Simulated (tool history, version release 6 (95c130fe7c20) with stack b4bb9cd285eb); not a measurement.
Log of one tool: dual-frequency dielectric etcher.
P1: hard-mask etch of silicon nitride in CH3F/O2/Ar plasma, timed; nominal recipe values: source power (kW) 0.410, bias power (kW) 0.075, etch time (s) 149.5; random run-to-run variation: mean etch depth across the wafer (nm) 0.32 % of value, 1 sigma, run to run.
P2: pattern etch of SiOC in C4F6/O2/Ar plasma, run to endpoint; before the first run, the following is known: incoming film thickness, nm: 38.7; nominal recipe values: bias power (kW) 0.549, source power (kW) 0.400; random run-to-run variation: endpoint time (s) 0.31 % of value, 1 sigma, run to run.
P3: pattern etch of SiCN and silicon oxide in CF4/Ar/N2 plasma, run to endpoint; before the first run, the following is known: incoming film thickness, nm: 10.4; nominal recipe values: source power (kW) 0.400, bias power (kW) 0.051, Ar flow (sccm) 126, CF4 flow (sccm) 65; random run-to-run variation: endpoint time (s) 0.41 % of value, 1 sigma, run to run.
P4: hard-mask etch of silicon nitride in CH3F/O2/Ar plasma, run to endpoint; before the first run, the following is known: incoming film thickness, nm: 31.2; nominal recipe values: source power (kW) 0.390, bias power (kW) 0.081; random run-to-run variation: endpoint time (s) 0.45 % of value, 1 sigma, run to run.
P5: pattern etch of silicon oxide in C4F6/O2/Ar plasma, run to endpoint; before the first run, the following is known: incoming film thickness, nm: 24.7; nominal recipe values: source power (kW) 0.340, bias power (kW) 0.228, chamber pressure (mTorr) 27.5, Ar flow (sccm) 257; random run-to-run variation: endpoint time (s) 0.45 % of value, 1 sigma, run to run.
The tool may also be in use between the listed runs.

run	hour	process that ran	source power (kW)	bias power (kW)	etch time (s)	chamber pressure (mTorr)	Ar flow (sccm)	CF4 flow (sccm)	mean etch depth across the wafer (nm)	endpoint time (s)
1	12.3	P1	0.410	0.075	149.5				105.490	
2	23.0	P5	0.340	0.228		36.0	257			7.6240
3	30.5	P1	0.310	0.075	100.0				63.576	
4	36.5	P5	0.260	0.228		27.5	257			8.1377
5	45.1	P1	0.410	0.046	149.5				90.508	
6	51.1	P1	0.410	0.075	149.5				104.920	
7	59.8	P1	0.410	0.075	105.5				74.327	
8	69.1	P1	0.550	0.075	101.0				79.990	
9	80.9	P3	0.510	0.051			126	65		12.8400
10	88.1	P1	0.410	0.075	149.5				105.630	
11	101.2	P1	0.410	0.104	149.5				118.460	
12	114.0	P1	0.410	0.075	222.5				157.760	
13	126.8	P3	0.400	0.051			126	65		15.9240
14	134.2	P3	0.400	0.037			126	65		17.5550
15	144.2	P2	0.400	0.549						12.4230
16	151.6	P1	0.310	0.075	149.5				94.844	
# hour 152.6: bias power generator calibrated
17	162.8	P4	0.390	0.081						45.1580
18	169.4	P5	0.340	0.146		27.5	257			8.5351
19	177.6	P2	0.290	0.549						14.0120
20	190.9	P3	0.400	0.051			92	65		15.1490
21	198.0	P2	0.400	0.702						11.3330
22	206.2	P1	0.540	0.075	149.5				117.410	
23	216.6	P4	0.280	0.081						51.1400
24	226.9	P5	0.340	0.228		27.5	311			7.5332
25	234.7	P1	0.410	0.075	149.5				105.810	
26	241.9	P3	0.400	0.051			126	92		15.0640
27	248.1	P5	0.340	0.228		27.5	257			7.3847
28	260.9	P4	0.390	0.050						53.3010
29	273.6	P1	0.410	0.075	149.5				105.890	
30	284.5	P1	0.410	0.075	149.5				106.690	
31	295.6	P1	0.410	0.075	149.5				106.620	
32	305.0	P1	0.410	0.075	149.5				107.110	
33	316.3	P1	0.410	0.075	149.5				107.520	
# hour 322.6: wet clean of the chamber
34	323.6	P1	0.410	0.075	149.5				107.120	
35	330.2	P1	0.410	0.075	149.5				107.190	
36	341.5	P1	0.410	0.075	149.5				106.880	
37	347.7	P1	0.410	0.075	149.5				106.890	
38	357.6	P1	0.410	0.075	149.5				106.980	

The log shows P1 creeping away from where it was. Any of the 2 causes listed here, at the size stated for it, fits the log just as well as the others:
A: bias power that arrives over what is set, % = 4.64
B: source power that arrives over what is set, % = 4.25
The gradual shift began around hour 273.6.
All other causes, with the reason each is excluded:
chamber walls in a state that raises the etch rate, %: serviced at hour 322.6, which brought nothing back

Below are 4 check runs, each averaged over 2 wafers, with their results shown as question marks. Which of them would give clearly different results depending on which cause is behind the drift?
check 1	367.5	P2	0.400	0.549						?
check 2	367.5	P5	0.340	0.228		27.5	257			?
check 3	367.5	P4	0.390	0.081						?
check 4	367.5	P3	0.400	0.051			126	65		?

If the cause were each of the candidates in turn, the checks would give the following:
check	result	if A	if B
check 1	endpoint time (s)	12.2170	12.2410
check 2	endpoint time (s)	7.2709	7.2660
check 3	endpoint time (s)	44.3590	44.3760
check 4	endpoint time (s)	15.6860	15.3490
Smallest distance between any two causes, each pair judged by its most separating result, in per cent: check 1 0.19 %; check 2 0.07 %; check 3 0.04 %; check 4 2.17 %
Check 4 is the one run that separates the causes; every other check would come out nearly the same whichever cause is at work.

Check 4 was carried out, with these results: endpoint time (s) 15.7390. Which of the listed causes is responsible?

The cause is A: bias power that arrives over what is set, %.

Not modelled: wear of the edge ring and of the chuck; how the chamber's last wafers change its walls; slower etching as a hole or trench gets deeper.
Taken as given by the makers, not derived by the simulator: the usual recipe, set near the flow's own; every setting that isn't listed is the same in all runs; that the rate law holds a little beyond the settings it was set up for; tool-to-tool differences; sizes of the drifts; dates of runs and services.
